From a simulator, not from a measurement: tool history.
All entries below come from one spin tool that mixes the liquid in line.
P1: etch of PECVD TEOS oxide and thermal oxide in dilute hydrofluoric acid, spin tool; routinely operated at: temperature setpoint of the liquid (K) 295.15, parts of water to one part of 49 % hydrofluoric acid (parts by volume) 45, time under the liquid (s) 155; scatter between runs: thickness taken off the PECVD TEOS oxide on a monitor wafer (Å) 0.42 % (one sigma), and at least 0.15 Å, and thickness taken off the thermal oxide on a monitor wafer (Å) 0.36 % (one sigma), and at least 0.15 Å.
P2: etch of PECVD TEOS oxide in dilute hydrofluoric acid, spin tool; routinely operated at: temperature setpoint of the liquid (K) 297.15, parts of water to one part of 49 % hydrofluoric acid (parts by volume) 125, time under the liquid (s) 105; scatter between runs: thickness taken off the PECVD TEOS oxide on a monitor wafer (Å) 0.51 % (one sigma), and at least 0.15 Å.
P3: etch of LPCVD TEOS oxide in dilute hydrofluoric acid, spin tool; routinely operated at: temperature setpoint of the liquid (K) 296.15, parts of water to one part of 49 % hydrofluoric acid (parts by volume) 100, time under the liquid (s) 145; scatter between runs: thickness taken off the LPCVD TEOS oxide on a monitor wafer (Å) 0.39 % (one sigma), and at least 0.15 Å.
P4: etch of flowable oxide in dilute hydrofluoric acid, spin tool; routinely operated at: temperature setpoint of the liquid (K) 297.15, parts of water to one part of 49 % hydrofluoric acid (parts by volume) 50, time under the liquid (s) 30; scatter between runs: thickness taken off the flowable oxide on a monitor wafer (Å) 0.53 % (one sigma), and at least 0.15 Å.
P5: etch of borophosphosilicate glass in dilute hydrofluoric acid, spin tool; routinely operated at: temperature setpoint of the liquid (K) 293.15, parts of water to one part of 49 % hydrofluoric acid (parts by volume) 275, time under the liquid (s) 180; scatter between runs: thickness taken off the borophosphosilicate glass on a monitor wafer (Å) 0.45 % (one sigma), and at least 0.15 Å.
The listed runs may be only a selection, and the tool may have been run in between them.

run	hour	process that ran	temperature setpoint of the liquid (K)	parts of water to one part of 49 % hydrofluoric acid (parts by volume)	time under the liquid (s)	hours since the thermometer was replaced	hours since the hydrofluoric acid flow meter was replaced	thickness taken off the PECVD TEOS oxide on a monitor wafer (Å)	thickness taken off the thermal oxide on a monitor wafer (Å)	thickness taken off the flowable oxide on a monitor wafer (Å)	thickness taken off the LPCVD TEOS oxide on a monitor wafer (Å)	thickness taken off the borophosphosilicate glass on a monitor wafer (Å)
1	4.3	P1	295.15	45	155	411.7	495	528.7	164.23			
2	9.2	P4	297.15	50	30	416.6	499.9			230.38		
3	14.1	P2	297.15	125	155	421.5	504.8	151.19				
4	19.9	P3	296.15	100	145	427.3	510.6				557.54	
5	24.5	P4	290.15	50	30	431.9	515.2			172.6		
6	27.4	P2	290.15	125	105	434.8	518.1	76.233				
7	31.2	P1	295.15	45	155	438.6	521.9	525.23	165.21			
8	34.5	P4	297.15	50	15	441.9	525.2			115.51		
9	37.9	P1	295.15	70	155	445.3	528.6	326.51	101.92			
10	43.1	P1	295.15	65	225	450.5	533.8	516.88	161.01			
11	47.2	P2	297.15	125	105	454.6	537.9	101.52				
12	51.2	P3	296.15	100	85	458.6	541.9				327.57	
13	55.5	P1	295.15	45	280	462.9	546.2	942.28	295.93			
14	58.4	P1	290.15	45	155	465.8	549.1	420.86	132.89			
15	64.7	P1	295.15	45	155	472.1	555.4	524.11	165.06			
16	67.5	P1	295.15	45	155	474.9	558.2	530.43	164.84			
17	70.8	P2	297.15	180	105	478.2	561.5	65.918				
18	75.9	P3	296.15	170	145	483.3	566.6				303.99	
19	81.3	P1	295.15	45	20	488.7	572	67.967	21.169			
20	86.3	P5	293.15	450	180	493.7	577					102.8
21	91.6	P5	293.15	275	15	499	582.3					16.113
22	96.3	P3	296.15	100	145	503.7	587				555.47	
23	99.7	P4	297.15	30	30	507.1	590.4			395.82		
24	103.9	P1	300.65	45	155	511.3	594.6	653.15	207.26			
25	108.8	P1	295.15	45	155	516.2	599.5	525.92	165.63			
26	113.6	P4	297.15	50	30	521	604.3			230.85		
27	116.4	P5	293.15	275	180	523.8	607.1					195.81
28	122.8	P5	297.15	275	180	530.2	613.5					226.39
29	128.1	P3	290.65	100	145	535.5	618.8				445.81	
30	131.2	P1	295.15	45	155	538.6	621.9	524.09	164.86			
31	135.2	P1	295.15	45	155	542.6	625.9	527.12	165.73			
32	138.8	P1	295.15	25	155	546.2	629.5	977.68	305.62			
33	145	P1	295.15	45	155	552.4	635.7	526.52	165.03			
34	151.4	P1	295.15	45	155	558.8	642.1	499.93	157.45			
35	154.9	P1	295.15	45	155	562.3	645.6	490.47	155.98			
36	159	P1	295.15	45	155	566.4	649.7	489.38	153.07			

For run 37, what comes out?
37	164.3	P1	295.15	45	155	571.7	655	?	?			

Run 37 came out at thickness taken off the PECVD TEOS oxide on a monitor wafer (Å) 487.41, thickness taken off the thermal oxide on a monitor wafer (Å) 151.38.
